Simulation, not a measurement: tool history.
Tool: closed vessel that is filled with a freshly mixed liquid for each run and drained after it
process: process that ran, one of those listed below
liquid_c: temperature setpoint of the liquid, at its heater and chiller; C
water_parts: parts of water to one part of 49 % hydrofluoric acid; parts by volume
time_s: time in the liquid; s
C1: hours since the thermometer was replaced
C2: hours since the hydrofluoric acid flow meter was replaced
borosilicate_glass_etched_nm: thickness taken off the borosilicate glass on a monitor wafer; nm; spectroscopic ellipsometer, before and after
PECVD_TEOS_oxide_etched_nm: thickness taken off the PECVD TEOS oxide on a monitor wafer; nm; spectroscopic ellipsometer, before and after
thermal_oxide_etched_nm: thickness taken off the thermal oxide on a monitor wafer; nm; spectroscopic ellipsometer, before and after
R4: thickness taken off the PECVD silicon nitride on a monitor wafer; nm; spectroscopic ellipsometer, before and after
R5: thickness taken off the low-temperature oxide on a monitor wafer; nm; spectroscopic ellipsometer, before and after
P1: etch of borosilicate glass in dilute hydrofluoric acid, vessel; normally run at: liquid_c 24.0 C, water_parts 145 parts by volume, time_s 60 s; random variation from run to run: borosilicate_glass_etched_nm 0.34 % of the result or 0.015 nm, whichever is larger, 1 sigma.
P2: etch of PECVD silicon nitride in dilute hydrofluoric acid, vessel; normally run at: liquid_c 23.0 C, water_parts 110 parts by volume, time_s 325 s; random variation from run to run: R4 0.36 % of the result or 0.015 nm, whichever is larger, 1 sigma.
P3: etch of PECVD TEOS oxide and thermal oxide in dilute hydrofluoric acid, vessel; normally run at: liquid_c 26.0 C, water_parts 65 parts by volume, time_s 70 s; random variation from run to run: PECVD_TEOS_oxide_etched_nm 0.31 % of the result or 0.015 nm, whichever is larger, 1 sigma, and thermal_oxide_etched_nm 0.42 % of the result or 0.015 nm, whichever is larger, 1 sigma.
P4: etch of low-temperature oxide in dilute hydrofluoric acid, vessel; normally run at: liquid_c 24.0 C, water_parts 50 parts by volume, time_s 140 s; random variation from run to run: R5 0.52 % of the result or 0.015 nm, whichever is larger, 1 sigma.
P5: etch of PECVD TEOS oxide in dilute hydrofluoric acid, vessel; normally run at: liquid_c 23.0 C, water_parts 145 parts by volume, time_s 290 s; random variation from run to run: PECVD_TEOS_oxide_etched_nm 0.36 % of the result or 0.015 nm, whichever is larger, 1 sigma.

{"run": 1, "day": 0.404, "process": "P1", "liquid_c": 24.0, "water_parts": 145, "time_s": 60, "C1": 748.0, "C2": 1355.3, "borosilicate_glass_etched_nm": 13.796}
{"run": 2, "day": 0.954, "process": "P5", "liquid_c": 17.0, "water_parts": 145, "time_s": 290, "C1": 761.2, "C2": 1368.5, "PECVD_TEOS_oxide_etched_nm": 41.562}
{"run": 3, "day": 1.567, "process": "P1", "liquid_c": 24.0, "water_parts": 250, "time_s": 60, "C1": 775.9, "C2": 1383.2, "borosilicate_glass_etched_nm": 7.1271}
{"run": 4, "day": 2.167, "process": "P3", "liquid_c": 26.0, "water_parts": 65, "time_s": 70, "C1": 790.3, "C2": 1397.6, "PECVD_TEOS_oxide_etched_nm": 22.994, "thermal_oxide_etched_nm": 5.5577}
{"run": 5, "day": 2.65, "process": "P3", "liquid_c": 26.0, "water_parts": 65, "time_s": 35, "C1": 801.9, "C2": 1409.2, "PECVD_TEOS_oxide_etched_nm": 11.463, "thermal_oxide_etched_nm": 2.7883}
{"run": 6, "day": 3.146, "process": "P3", "liquid_c": 26.0, "water_parts": 65, "time_s": 70, "C1": 813.8, "C2": 1421.1, "PECVD_TEOS_oxide_etched_nm": 22.807, "thermal_oxide_etched_nm": 5.5692}
{"run": 7, "day": 3.567, "process": "P2", "liquid_c": 23.0, "water_parts": 110, "time_s": 325, "C1": 823.9, "C2": 1431.2, "R4": 14.978}
{"run": 8, "day": 3.875, "process": "P1", "liquid_c": 24.0, "water_parts": 240, "time_s": 30, "C1": 831.3, "C2": 1438.6, "borosilicate_glass_etched_nm": 3.7576}
{"run": 9, "day": 4.258, "process": "P5", "liquid_c": 23.0, "water_parts": 145, "time_s": 440, "C1": 840.5, "C2": 1447.8, "PECVD_TEOS_oxide_etched_nm": 80.767}
{"run": 10, "day": 4.579, "process": "P5", "liquid_c": 23.0, "water_parts": 35, "time_s": 290, "C1": 848.2, "C2": 1455.5, "PECVD_TEOS_oxide_etched_nm": 249.13}
{"run": 11, "day": 5.242, "process": "P4", "liquid_c": 24.0, "water_parts": 50, "time_s": 205, "C1": 864.1, "C2": 1471.4, "R5": 59.047}
{"run": 12, "day": 5.554, "process": "P2", "liquid_c": 23.0, "water_parts": 110, "time_s": 565, "C1": 871.6, "C2": 1478.9, "R4": 26.032}
{"run": 13, "day": 6.0, "process": "P4", "liquid_c": 24.0, "water_parts": 50, "time_s": 140, "C1": 882.3, "C2": 1489.6, "R5": 40.142}
{"run": 14, "day": 6.321, "process": "P4", "liquid_c": 24.0, "water_parts": 80, "time_s": 140, "C1": 890.0, "C2": 1497.3, "R5": 24.043}
{"run": 15, "day": 6.721, "process": "P2", "liquid_c": 23.0, "water_parts": 150, "time_s": 325, "C1": 899.6, "C2": 1506.9, "R4": 11.045}
{"run": 16, "day": 7.367, "process": "P1", "liquid_c": 24.0, "water_parts": 145, "time_s": 60, "C1": 915.1, "C2": 1522.4, "borosilicate_glass_etched_nm": 13.777}
{"run": 17, "day": 7.696, "process": "P1", "liquid_c": 18.5, "water_parts": 145, "time_s": 60, "C1": 923.0, "C2": 1530.3, "borosilicate_glass_etched_nm": 11.162}
{"run": 18, "day": 8.217, "process": "P2", "liquid_c": 23.0, "water_parts": 110, "time_s": 325, "C1": 935.5, "C2": 1542.8, "R4": 14.95}
{"run": 19, "day": 8.804, "process": "P1", "liquid_c": 31.0, "water_parts": 145, "time_s": 60, "C1": 949.6, "C2": 1556.9, "borosilicate_glass_etched_nm": 17.776}
{"run": 20, "day": 9.271, "process": "P5", "liquid_c": 23.0, "water_parts": 145, "time_s": 290, "C1": 960.8, "C2": 1568.1, "PECVD_TEOS_oxide_etched_nm": 53.014}
{"run": 21, "day": 9.612, "process": "P1", "liquid_c": 24.0, "water_parts": 145, "time_s": 60, "C1": 969.0, "C2": 1576.3, "borosilicate_glass_etched_nm": 13.8}
{"run": 22, "day": 10.271, "process": "P1", "liquid_c": 24.0, "water_parts": 145, "time_s": 115, "C1": 984.8, "C2": 1592.1, "borosilicate_glass_etched_nm": 26.382}
{"run": 23, "day": 10.846, "process": "P4", "liquid_c": 28.0, "water_parts": 50, "time_s": 140, "C1": 998.6, "C2": 1605.9, "R5": 47.171}
{"run": 24, "day": 11.25, "process": "P3", "liquid_c": 26.0, "water_parts": 95, "time_s": 70, "C1": 1008.3, "C2": 1615.6, "PECVD_TEOS_oxide_etched_nm": 14.933, "thermal_oxide_etched_nm": 3.6522}
{"run": 25, "day": 11.633, "process": "P1", "liquid_c": 24.0, "water_parts": 240, "time_s": 30, "C1": 1017.5, "C2": 1624.8, "borosilicate_glass_etched_nm": 3.7603}
{"run": 26, "day": 12.304, "process": "P2", "liquid_c": 28.0, "water_parts": 110, "time_s": 325, "C1": 1033.6, "C2": 1640.9, "R4": 20.781}
{"run": 27, "day": 12.638, "process": "P3", "liquid_c": 20.0, "water_parts": 65, "time_s": 70, "C1": 1041.6, "C2": 1648.9, "PECVD_TEOS_oxide_etched_nm": 17.788, "thermal_oxide_etched_nm": 4.3519}
{"run": 28, "day": 13.033, "process": "P4", "liquid_c": 24.0, "water_parts": 50, "time_s": 140, "C1": 1051.1, "C2": 1658.4, "R5": 40.364}
{"run": 29, "day": 13.442, "process": "P1", "liquid_c": 24.0, "water_parts": 70, "time_s": 60, "C1": 1060.9, "C2": 1668.2, "borosilicate_glass_etched_nm": 31.231}
{"run": 30, "day": 13.992, "process": "P1", "liquid_c": 24.0, "water_parts": 145, "time_s": 60, "C1": 1074.1, "C2": 1681.4, "borosilicate_glass_etched_nm": 13.754}
{"run": 31, "day": 14.358, "process": "P1", "liquid_c": 24.0, "water_parts": 145, "time_s": 30, "C1": 1082.9, "C2": 1690.2, "borosilicate_glass_etched_nm": 6.8707}
{"run": 32, "day": 14.679, "process": "P1", "liquid_c": 29.5, "water_parts": 145, "time_s": 90, "C1": 1090.6, "C2": 1697.9, "borosilicate_glass_etched_nm": 25.318}
{"run": 33, "day": 15.1, "process": "P1", "liquid_c": 24.0, "water_parts": 145, "time_s": 60, "C1": 1100.7, "C2": 1708.0, "borosilicate_glass_etched_nm": 13.681}
{"run": 34, "day": 15.638, "process": "P1", "liquid_c": 24.0, "water_parts": 145, "time_s": 60, "C1": 1113.6, "C2": 1720.9, "borosilicate_glass_etched_nm": 13.422}
{"run": 35, "day": 16.054, "process": "P1", "liquid_c": 24.0, "water_parts": 145, "time_s": 60, "C1": 1123.6, "C2": 1730.9, "borosilicate_glass_etched_nm": 13.343}
{"run": 36, "day": 16.6, "process": "P1", "liquid_c": 24.0, "water_parts": 145, "time_s": 60, "C1": 1136.7, "C2": 1744.0, "borosilicate_glass_etched_nm": 13.133}
{"run": 37, "day": 17.038, "process": "P1", "liquid_c": 24.0, "water_parts": 145, "time_s": 60, "C1": 1147.2, "C2": 1754.5, "borosilicate_glass_etched_nm": 13.124}
{"run": 38, "day": 17.588, "process": "P1", "liquid_c": 24.0, "water_parts": 145, "time_s": 60, "C1": 1160.4, "C2": 1767.7, "borosilicate_glass_etched_nm": 13.021}
{"run": 39, "day": 18.046, "process": "P1", "liquid_c": 24.0, "water_parts": 145, "time_s": 60, "C1": 1171.4, "C2": 1778.7, "borosilicate_glass_etched_nm": 12.95}
{"run": 40, "day": 18.429, "process": "P1", "liquid_c": 24.0, "water_parts": 145, "time_s": 60, "C1": 1180.6, "C2": 1787.9, "borosilicate_glass_etched_nm": 13.016}
{"run": 41, "day": 19.104, "process": "P1", "liquid_c": 24.0, "water_parts": 145, "time_s": 60, "C1": 1196.8, "C2": 1804.1, "borosilicate_glass_etched_nm": 12.879}
{"run": 42, "day": 19.592, "process": "P1", "liquid_c": 24.0, "water_parts": 145, "time_s": 60, "C1": 1208.5, "C2": 1815.8, "borosilicate_glass_etched_nm": 12.89}
{"run": 43, "day": 19.938, "process": "P1", "liquid_c": 24.0, "water_parts": 145, "time_s": 60, "C1": 1216.8, "C2": 1824.1, "borosilicate_glass_etched_nm": 12.887}

What P1 gives has crept away from where it was. These 2 causes fit the log equally well, each at the size given:
A: hydrofluoric acid flow below the setpoint (%) = 5.49
B: liquid colder than its thermometer reads (K) = 1.71
The creep began at about day 15.100.

4 check runs are offered, one wafer each, their results left as question marks. Which one tells the causes apart?
{"run": "check 1", "day": 20.283, "process": "P2", "liquid_c": 23.0, "water_parts": 110, "time_s": 325, "R4": "?"}
{"run": "check 2", "day": 20.283, "process": "P4", "liquid_c": 24.0, "water_parts": 50, "time_s": 140, "R5": "?"}
{"run": "check 3", "day": 20.283, "process": "P3", "liquid_c": 26.0, "water_parts": 65, "time_s": 70, "PECVD_TEOS_oxide_etched_nm": "?", "thermal_oxide_etched_nm": "?"}
{"run": "check 4", "day": 20.283, "process": "P5", "liquid_c": 23.0, "water_parts": 145, "time_s": 290, "PECVD_TEOS_oxide_etched_nm": "?"}

What each check would give under each cause:
check=check_1 result=R4 if_A=14.184 if_B=13.381
check=check_2 result=R5 if_A=37.737 if_B=37.338
check=check_3 result=PECVD_TEOS_oxide_etched_nm if_A=21.429 if_B=21.275
check=check_3 result=thermal_oxide_etched_nm if_A=5.2160 if_B=5.1784
check=check_4 result=PECVD_TEOS_oxide_etched_nm if_A=49.657 if_B=49.609
How far apart the two closest causes lie, in the result that separates them most: check 1 5.83 %; check 2 1.06 %; check 3 0.72 %; check 4 0.1 %
Only check 1 tells the causes apart: in the others they would give nearly the same result.

Check 1 was then run and gave: R4 14.222 nm. Which cause is it?

It is A: hydrofluoric acid flow below the setpoint (%).
